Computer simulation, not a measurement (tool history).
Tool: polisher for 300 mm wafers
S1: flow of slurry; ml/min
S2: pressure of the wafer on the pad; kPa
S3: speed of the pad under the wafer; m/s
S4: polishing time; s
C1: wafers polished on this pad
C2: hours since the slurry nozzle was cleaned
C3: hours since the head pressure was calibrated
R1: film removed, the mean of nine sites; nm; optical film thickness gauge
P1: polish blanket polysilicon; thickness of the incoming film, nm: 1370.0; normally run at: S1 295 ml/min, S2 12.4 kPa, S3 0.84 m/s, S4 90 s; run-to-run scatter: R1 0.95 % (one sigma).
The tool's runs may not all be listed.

Run 1, hour 5.9: S1 295 ml/min, S2 12.4 kPa, S3 0.84 m/s, S4 90 s; C1 351; C2 74.7; C3 690.7. Result: R1 481.71 nm.
Run 2, hour 18.4: S1 175 ml/min, S2 12.4 kPa, S3 0.84 m/s, S4 117 s; C1 485; C2 87.2; C3 703.2. Result: R1 582.66 nm.
Run 3, hour 31.1: S1 415 ml/min, S2 12.4 kPa, S3 0.54 m/s, S4 90 s; C1 621; C2 99.9; C3 715.9. Result: R1 317.22 nm.
Run 4, hour 41.1: S1 295 ml/min, S2 12.4 kPa, S3 0.84 m/s, S4 90 s; C1 727; C2 109.9; C3 725.9. Result: R1 487.06 nm.
At hour 46: slurry nozzle cleaned.
Run 5, hour 49.5: S1 295 ml/min, S2 12.4 kPa, S3 0.84 m/s, S4 90 s; C1 817; C2 3.6; C3 734.3. Result: R1 476.65 nm.
Run 6, hour 55.7: S1 175 ml/min, S2 12.4 kPa, S3 0.84 m/s, S4 90 s; C1 884; C2 9.8; C3 740.5. Result: R1 449.58 nm.
Run 7, hour 62.6: S1 295 ml/min, S2 12.4 kPa, S3 0.84 m/s, S4 40 s; C1 957; C2 16.7; C3 747.4. Result: R1 212.5 nm.
Run 8, hour 73.9: S1 295 ml/min, S2 12.4 kPa, S3 0.84 m/s, S4 90 s; C1 1078; C2 28; C3 758.7. Result: R1 476.14 nm.
Run 9, hour 86.7: S1 385 ml/min, S2 12.4 kPa, S3 0.84 m/s, S4 90 s; C1 1215; C2 40.8; C3 771.5. Result: R1 488.32 nm.
Run 10, hour 99.1: S1 295 ml/min, S2 12.4 kPa, S3 0.42 m/s, S4 90 s; C1 1348; C2 53.2; C3 783.9. Result: R1 238.16 nm.
Run 11, hour 110.4: S1 295 ml/min, S2 8.3 kPa, S3 0.84 m/s, S4 90 s; C1 1468; C2 64.5; C3 795.2. Result: R1 318.04 nm.
Run 12, hour 122.6: S1 425 ml/min, S2 12.4 kPa, S3 0.84 m/s, S4 122 s; C1 1599; C2 76.7; C3 807.4. Result: R1 675.91 nm.
Run 13, hour 128.5: S1 295 ml/min, S2 12.4 kPa, S3 0.84 m/s, S4 90 s; C1 1662; C2 82.6; C3 813.3. Result: R1 471.43 nm.
Run 14, hour 138.6: S1 295 ml/min, S2 12.4 kPa, S3 1.2 m/s, S4 90 s; C1 1770; C2 92.7; C3 823.4. Result: R1 683.23 nm.
Run 15, hour 147.5: S1 295 ml/min, S2 17.2 kPa, S3 0.84 m/s, S4 90 s; C1 1865; C2 101.6; C3 832.3. Result: R1 666.13 nm.
Run 16, hour 155.4: S1 295 ml/min, S2 12.4 kPa, S3 0.84 m/s, S4 133 s; C1 1949; C2 109.5; C3 840.2. Result: R1 706.74 nm.
Run 17, hour 165.3: S1 295 ml/min, S2 12.4 kPa, S3 0.84 m/s, S4 90 s; C1 2055; C2 119.4; C3 850.1. Result: R1 478.78 nm.
Run 18, hour 176.1: S1 295 ml/min, S2 12.4 kPa, S3 0.84 m/s, S4 90 s; C1 2171; C2 130.2; C3 860.9. Result: R1 469.06 nm.
Run 19, hour 185.5: S1 295 ml/min, S2 12.4 kPa, S3 0.84 m/s, S4 90 s; C1 2271; C2 139.6; C3 870.3. Result: R1 462.08 nm.
Run 20, hour 191.7: S1 295 ml/min, S2 12.4 kPa, S3 0.84 m/s, S4 90 s; C1 2338; C2 145.8; C3 876.5. Result: R1 456.73 nm.
Run 21, hour 204.6: S1 295 ml/min, S2 12.4 kPa, S3 0.84 m/s, S4 90 s; C1 2475; C2 158.7; C3 889.4. Result: R1 468.24 nm.
At hour 212.1: worn pad replaced by a new one.
Run 22, hour 214.7: S1 295 ml/min, S2 12.4 kPa, S3 0.84 m/s, S4 90 s; C1 28; C2 168.8; C3 899.5. Result: R1 457.97 nm.
Run 23, hour 224.6: S1 295 ml/min, S2 12.4 kPa, S3 0.84 m/s, S4 90 s; C1 134; C2 178.7; C3 909.4. Result: R1 448.78 nm.
Run 24, hour 237.7: S1 295 ml/min, S2 12.4 kPa, S3 0.84 m/s, S4 90 s; C1 274; C2 191.8; C3 922.5. Result: R1 452.06 nm.
Run 25, hour 249.1: S1 295 ml/min, S2 12.4 kPa, S3 0.84 m/s, S4 90 s; C1 396; C2 203.2; C3 933.9. Result: R1 459.63 nm.

What P1 gives has crept away from where it was. These 2 causes fit the log equally well, each at the size given:
A: head's pressure below its setpoint, % = 4.63
B: slurry flow missing at the pad, % = 34.5
The creep began at about hour 165.3.
Why every other cause is out:
removal rate lost through wear of the pad, %: serviced at hour 212.1, which brought nothing back

4 check runs are offered, each on 5 wafers whose results are averaged, their results left as question marks. Which one tells the causes apart?
Run check 1, hour 260.5: S1 295 ml/min, S2 12.4 kPa, S3 0.54 m/s, S4 90 s. Result: R1 ?.
Run check 2, hour 260.5: S1 175 ml/min, S2 12.4 kPa, S3 0.84 m/s, S4 90 s. Result: R1 ?.
Run check 3, hour 260.5: S1 295 ml/min, S2 9 kPa, S3 0.84 m/s, S4 90 s. Result: R1 ?.
Run check 4, hour 260.5: S1 295 ml/min, S2 12.4 kPa, S3 0.84 m/s, S4 110 s. Result: R1 ?.

What each check would give under each cause:
  check  result    if A    if B
check 1      R1  293.54  293.55
check 2      R1  429.39  416.79
check 3      R1  329.78  329.79
check 4      R1  558.08  558.11
How far apart the two closest causes lie, in the result that separates them most: check 1 0 %; check 2 2.98 %; check 3 0 %; check 4 0 %
Check 2 tells the causes apart: in the others they would give nearly the same result.

Check 2 was then run and gave: R1 415.71 nm. Which cause is it?

It is B: slurry flow missing at the pad, %.
